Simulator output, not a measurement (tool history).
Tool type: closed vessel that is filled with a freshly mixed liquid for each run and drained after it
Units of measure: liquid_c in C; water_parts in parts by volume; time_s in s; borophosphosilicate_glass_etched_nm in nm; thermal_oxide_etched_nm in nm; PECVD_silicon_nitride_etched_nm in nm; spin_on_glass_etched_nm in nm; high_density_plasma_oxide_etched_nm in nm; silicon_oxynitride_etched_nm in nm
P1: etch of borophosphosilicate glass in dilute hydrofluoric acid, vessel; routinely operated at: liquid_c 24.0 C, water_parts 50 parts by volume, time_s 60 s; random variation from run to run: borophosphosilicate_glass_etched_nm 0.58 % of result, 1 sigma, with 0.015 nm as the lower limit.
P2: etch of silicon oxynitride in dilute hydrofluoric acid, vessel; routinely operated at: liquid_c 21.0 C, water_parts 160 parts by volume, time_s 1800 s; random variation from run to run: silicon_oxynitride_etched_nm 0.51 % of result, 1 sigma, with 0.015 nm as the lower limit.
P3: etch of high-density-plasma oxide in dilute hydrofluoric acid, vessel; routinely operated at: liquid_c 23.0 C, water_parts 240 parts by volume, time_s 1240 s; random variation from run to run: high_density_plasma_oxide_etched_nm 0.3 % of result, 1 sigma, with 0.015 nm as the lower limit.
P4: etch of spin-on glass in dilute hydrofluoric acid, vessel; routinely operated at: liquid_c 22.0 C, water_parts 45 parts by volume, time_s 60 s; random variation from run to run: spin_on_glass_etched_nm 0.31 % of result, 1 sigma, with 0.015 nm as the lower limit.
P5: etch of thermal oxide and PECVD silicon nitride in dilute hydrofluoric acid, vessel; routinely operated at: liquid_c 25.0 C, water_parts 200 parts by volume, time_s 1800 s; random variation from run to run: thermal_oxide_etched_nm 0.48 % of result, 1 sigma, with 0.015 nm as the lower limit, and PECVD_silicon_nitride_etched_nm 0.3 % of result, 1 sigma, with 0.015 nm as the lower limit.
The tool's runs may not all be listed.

run	day	process	liquid_c	water_parts	time_s	hours since the thermometer was replaced	hours since the hydrofluoric acid flow meter was replaced	borophosphosilicate_glass_etched_nm	thermal_oxide_etched_nm	PECVD_silicon_nitride_etched_nm	spin_on_glass_etched_nm	high_density_plasma_oxide_etched_nm	silicon_oxynitride_etched_nm
1	0.450	P1	24.0	50	60	173.2	331.9	56.339					
2	0.800	P5	25.0	200	650	181.6	340.3		13.879	7.6912			
3	1.462	P4	22.0	45	60	197.5	356.2				69.361		
4	2.088	P3	23.0	240	30	212.5	371.2					0.62476	
5	2.696	P2	21.0	280	1800	227.1	385.8						23.246
6	3.029	P3	23.0	240	1240	235.1	393.8					25.12900	
7	3.371	P1	24.0	85	60	243.3	402.0	32.101					
8	3.879	P5	25.0	200	1800	255.5	414.2		38.411	21.3180			
9	4.296	P1	24.0	50	60	265.5	424.2	57.266					
10	4.917	P4	22.0	45	110	280.4	439.1				127.490		
11	5.392	P2	17.0	160	1800	291.8	450.5						36.705
12	5.825	P3	23.0	110	1240	302.2	460.9					63.03600	
13	6.567	P1	20.0	50	100	320.0	478.7	79.968					
14	6.988	P1	24.0	50	60	330.1	488.8	56.828					
15	7.600	P5	25.0	325	1800	344.8	503.5		20.710	13.1830			
16	8.317	P1	17.0	50	60	362.0	520.7	42.398					
17	8.904	P1	29.5	65	60	376.1	534.8	53.670					
18	9.392	P1	27.5	50	60	387.8	546.5	65.554					
19	9.758	P3	17.0	240	1240	396.6	555.3					20.14900	
20	10.108	P1	24.0	50	30	405.0	563.7	28.871					
21	10.517	P4	17.0	45	60	414.8	573.5				56.173		
22	11.183	P1	24.0	50	60	430.8	589.5	57.003					
23	11.512	P3	23.0	240	1240	438.7	597.4					25.21500	
24	12.067	P2	21.0	160	1800	452.0	610.7						44.259
25	12.800	P5	29.0	200	1800	469.6	628.3		44.333	27.2040			
26	13.317	P1	24.0	50	60	482.0	640.7	57.092					
27	13.758	P2	21.0	160	2995	492.6	651.3						73.230
28	14.242	P1	24.0	25	60	504.2	662.9	117.420					
29	14.571	P1	24.0	50	120	512.1	670.8	114.570					
30	15.250	P4	22.0	20	60	528.4	687.1				161.510		
31	15.612	P1	24.0	25	30	537.1	695.8	58.916					
32	16.242	P4	22.0	45	60	552.2	710.9				69.580		
33	16.625	P1	24.0	50	60	561.4	720.1	56.888					
34	17.004	P1	24.0	50	60	570.5	729.2	58.047					
35	17.438	P1	24.0	50	60	580.9	739.6	59.125					
36	18.079	P1	24.0	50	60	596.3	755.0	59.346					
37	18.788	P1	24.0	50	60	613.3	772.0	59.880					
38	19.504	P1	24.0	50	60	630.5	789.2	60.536					
39	20.167	P1	24.0	50	60	646.4	805.1	61.349					
40	20.858	P1	24.0	50	60	663.0	821.7	61.057					
41	21.492	P1	24.0	50	60	678.2	836.9	61.200					
42	22.108	P1	24.0	50	60	693.0	851.7	60.737					
43	22.583	P1	24.0	50	60	704.4	863.1	61.354					

What P1 gives has crept off from where it sat before. The 2 causes that follow fit the log equally well, each at the size noted:
A: hydrofluoric acid flow above the setpoint (%) = 6.44
B: liquid hotter than its thermometer reads (K) = 1.63
The onset of the drift is placed at about day 16.625.

Which of the 4 check runs listed below separates the causes, so that each cause would produce a clearly different result? Each run uses one wafer, and its results are marked with question marks.
check 1	23.058	P4	17.0	45	105						?		
check 2	23.058	P3	18.5	125	1240							?	
check 3	23.058	P5	25.0	260	855				?	?			
check 4	23.058	P2	17.0	280	1800								?

What each check would give under each cause:
check	result	if A	if B
check 1	spin_on_glass_etched_nm	104.720	105.270
check 2	high_density_plasma_oxide_etched_nm	48.99300	48.79900
check 3	thermal_oxide_etched_nm	14.208	13.899
check 3	PECVD_silicon_nitride_etched_nm	8.3060	8.6183
check 4	silicon_oxynitride_etched_nm	20.890	20.951
Gap, in per cent, between the two causes that each check separates least, read from the result that separates them most: check 1 0.53 %; check 2 0.4 %; check 3 3.69 %; check 4 0.29 %
The causes can be told apart only by check 3. The other checks would give nearly the same results under each of them.

Check 3 was carried out, with these results: thermal_oxide_etched_nm 13.909 nm; PECVD_silicon_nitride_etched_nm 8.6093 nm. Which of the listed causes is responsible?

It was cause B: liquid hotter than its thermometer reads (K).
